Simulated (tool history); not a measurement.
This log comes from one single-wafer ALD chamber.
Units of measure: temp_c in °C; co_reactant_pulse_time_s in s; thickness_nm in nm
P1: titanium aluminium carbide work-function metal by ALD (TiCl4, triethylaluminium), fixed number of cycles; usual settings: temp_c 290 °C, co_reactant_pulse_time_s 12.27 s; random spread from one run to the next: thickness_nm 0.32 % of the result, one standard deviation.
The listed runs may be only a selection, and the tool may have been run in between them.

run 1 day=0.604 | temp_c=290 co_reactant_pulse_time_s=12.27 | thickness_nm=1.8645
run 2 day=1.062 | temp_c=290 co_reactant_pulse_time_s=20.05 | thickness_nm=1.8836
run 3 day=1.517 | temp_c=273 co_reactant_pulse_time_s=12.27 | thickness_nm=1.7153
run 4 day=1.825 | temp_c=290 co_reactant_pulse_time_s=12.27 | thickness_nm=1.8664
run 5 day=2.396 | temp_c=290 co_reactant_pulse_time_s=12.27 | thickness_nm=1.8631
run 6 day=3.054 | temp_c=290 co_reactant_pulse_time_s=6.76 | thickness_nm=1.7084
run 7 day=3.388 | temp_c=268 co_reactant_pulse_time_s=18.34 | thickness_nm=1.7030
run 8 day=3.942 | temp_c=290 co_reactant_pulse_time_s=12.27 | thickness_nm=1.8610
run 9 day=4.546 | temp_c=290 co_reactant_pulse_time_s=12.27 | thickness_nm=1.8618
run 10 day=4.850 | temp_c=312 co_reactant_pulse_time_s=12.27 | thickness_nm=2.0520
run 11 day=5.479 | temp_c=290 co_reactant_pulse_time_s=12.27 | thickness_nm=1.8581
run 12 day=5.958 | temp_c=306 co_reactant_pulse_time_s=17.68 | thickness_nm=2.0130
run 13 day=6.646 | temp_c=290 co_reactant_pulse_time_s=12.27 | thickness_nm=1.8694

Forecast run 14:
run 14 day=7.233 | temp_c=290 co_reactant_pulse_time_s=12.27 | thickness_nm=?

thickness_nm: 1.8543 nm
